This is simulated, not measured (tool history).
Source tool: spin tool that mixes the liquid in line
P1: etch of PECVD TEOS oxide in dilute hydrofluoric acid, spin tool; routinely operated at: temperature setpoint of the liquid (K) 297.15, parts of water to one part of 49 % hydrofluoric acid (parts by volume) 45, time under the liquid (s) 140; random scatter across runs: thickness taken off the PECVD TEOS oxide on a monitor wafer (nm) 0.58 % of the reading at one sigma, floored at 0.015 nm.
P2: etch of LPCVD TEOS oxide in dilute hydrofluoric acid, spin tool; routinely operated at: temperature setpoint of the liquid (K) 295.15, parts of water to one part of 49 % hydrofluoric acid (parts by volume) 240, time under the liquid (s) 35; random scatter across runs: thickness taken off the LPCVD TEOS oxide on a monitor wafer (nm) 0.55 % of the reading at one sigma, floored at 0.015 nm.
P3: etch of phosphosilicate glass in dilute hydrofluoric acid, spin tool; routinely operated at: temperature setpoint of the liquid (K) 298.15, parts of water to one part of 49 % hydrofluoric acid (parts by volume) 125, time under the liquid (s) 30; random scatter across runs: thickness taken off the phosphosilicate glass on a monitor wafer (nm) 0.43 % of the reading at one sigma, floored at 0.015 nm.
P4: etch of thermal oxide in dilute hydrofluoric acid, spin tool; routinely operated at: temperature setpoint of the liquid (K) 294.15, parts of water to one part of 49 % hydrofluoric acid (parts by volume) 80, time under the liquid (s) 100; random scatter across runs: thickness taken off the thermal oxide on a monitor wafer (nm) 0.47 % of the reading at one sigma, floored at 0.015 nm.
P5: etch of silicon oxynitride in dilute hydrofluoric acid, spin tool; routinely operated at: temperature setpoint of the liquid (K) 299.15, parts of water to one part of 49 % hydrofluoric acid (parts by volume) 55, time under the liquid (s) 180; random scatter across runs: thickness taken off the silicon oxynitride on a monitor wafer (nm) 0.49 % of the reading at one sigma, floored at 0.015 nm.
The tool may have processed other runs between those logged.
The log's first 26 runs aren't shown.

run	hour	process that ran	temperature setpoint of the liquid (K)	parts of water to one part of 49 % hydrofluoric acid (parts by volume)	time under the liquid (s)	thickness taken off the PECVD TEOS oxide on a monitor wafer (nm)	thickness taken off the thermal oxide on a monitor wafer (nm)	thickness taken off the phosphosilicate glass on a monitor wafer (nm)	thickness taken off the silicon oxynitride on a monitor wafer (nm)	thickness taken off the LPCVD TEOS oxide on a monitor wafer (nm)
27	238.0	P4	290.15	80	100		4.5000			
28	246.5	P2	295.15	240	65					10.0640
29	258.1	P1	297.15	25	140	86.078				
30	268.9	P2	295.15	240	35					5.4644
31	277.4	P5	306.15	55	180				12.8010	
32	286.0	P1	297.15	45	140	46.474				
33	296.4	P1	297.15	45	140	47.302				
34	303.4	P1	297.15	45	140	48.567				

Expected results for the next run?
35	310.3	P1	297.15	45	140	?				

{"run 35": {"thickness taken off the PECVD TEOS oxide on a monitor wafer (nm)": 49.108}}

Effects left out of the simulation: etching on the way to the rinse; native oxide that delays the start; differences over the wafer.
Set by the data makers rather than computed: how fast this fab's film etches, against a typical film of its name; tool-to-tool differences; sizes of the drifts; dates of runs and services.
